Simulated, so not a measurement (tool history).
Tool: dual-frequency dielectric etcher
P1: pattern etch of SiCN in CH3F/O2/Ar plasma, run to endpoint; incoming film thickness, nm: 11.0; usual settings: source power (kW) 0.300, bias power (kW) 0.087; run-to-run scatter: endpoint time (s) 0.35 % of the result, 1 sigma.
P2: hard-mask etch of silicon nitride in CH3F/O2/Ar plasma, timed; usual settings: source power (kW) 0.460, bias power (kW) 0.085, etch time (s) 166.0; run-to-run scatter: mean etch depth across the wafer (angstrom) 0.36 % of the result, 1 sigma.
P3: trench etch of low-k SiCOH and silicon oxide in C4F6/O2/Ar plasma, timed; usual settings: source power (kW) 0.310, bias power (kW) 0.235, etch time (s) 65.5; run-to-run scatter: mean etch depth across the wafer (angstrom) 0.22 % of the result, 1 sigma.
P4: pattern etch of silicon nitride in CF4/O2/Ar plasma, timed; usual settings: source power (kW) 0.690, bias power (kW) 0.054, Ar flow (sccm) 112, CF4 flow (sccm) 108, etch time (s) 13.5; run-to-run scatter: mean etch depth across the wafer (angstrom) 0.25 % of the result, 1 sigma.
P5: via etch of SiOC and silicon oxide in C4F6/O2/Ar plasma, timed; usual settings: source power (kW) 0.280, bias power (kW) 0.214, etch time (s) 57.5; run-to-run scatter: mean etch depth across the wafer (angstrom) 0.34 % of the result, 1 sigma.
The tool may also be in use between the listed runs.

run	hour	process that ran	source power (kW)	bias power (kW)	etch time (s)	Ar flow (sccm)	CF4 flow (sccm)	hours since the last wet clean	hours since the last source power generator calibration	hours since the last bias power generator calibration	endpoint time (s)	mean etch depth across the wafer (angstrom)
1	8.2	P1	0.300	0.087				282.5	2137.4	1015.9	30.814	
2	17.3	P5	0.200	0.214	57.5			291.6	2146.5	1025.0		528.01
3	24.0	P4	0.970	0.054	13.5	112	108	298.3	2153.2	1031.7		482.26
4	30.7	P1	0.230	0.055				305.0	2159.9	1038.4	40.133	
5	37.0	P1	0.210	0.069				311.3	2166.2	1044.7	38.322	
6	44.0	P1	0.410	0.087				318.3	2173.2	1051.7	27.513	
7	51.5	P5	0.280	0.166	57.5			325.8	2180.7	1059.2		553.02
8	57.9	P3	0.310	0.235	65.5			332.2	2187.1	1065.6		2166.40
9	63.3	P4	0.690	0.054	13.5	112	148	337.6	2192.5	1071.0		373.07
10	71.2	P1	0.300	0.087				345.5	2200.4	1078.9	30.890	
11	79.8	P4	0.690	0.035	13.5	112	108	354.1	2209.0	1087.5		306.82
12	85.9	P3	0.310	0.283	65.5			360.2	2215.1	1093.6		2291.70
13	92.1	P2	0.460	0.085	219.5			366.4	2221.3	1099.8		1747.70
14	101.0	P5	0.280	0.214	75.0			375.3	2230.2	1108.7		781.34
15	107.0	P2	0.460	0.085	166.0			381.3	2236.2	1114.7		1321.10
16	115.6	P3	0.370	0.235	65.5			389.9	2244.8	1123.3		2317.90
17	123.9	P5	0.280	0.214	57.5			398.2	2253.1	1131.6		604.22
18	128.6	P4	0.690	0.054	13.5	144	108	402.9	2257.8	1136.3		348.28
19	137.2	P3	0.310	0.235	36.0			411.5	2266.4	1144.9		1178.60
20	144.4	P1	0.300	0.105				418.7	2273.6	1152.1	28.783	
21	153.3	P1	0.410	0.067				427.6	2282.5	1161.0	30.280	
22	162.4	P2	0.460	0.085	166.0			436.7	2291.6	1170.1		1327.20
23	167.3	P3	0.310	0.235	65.5			441.6	2296.5	1175.0		2152.20
24	174.6	P1	0.300	0.087				448.9	2303.8	1182.3	30.720	
25	178.7	P2	0.460	0.059	166.0			453.0	2307.9	1186.4		1175.50
26	184.6	P5	0.280	0.214	57.5			458.9	2313.8	1192.3		602.80
27	191.7	P1	0.300	0.087				466.0	2320.9	1199.4	30.905	

Run 28 comes next. What will it give?
28	196.3	P1	0.210	0.087				470.6	2325.5	1204.0	?	

Run 28 gave endpoint time (s) 35.156.
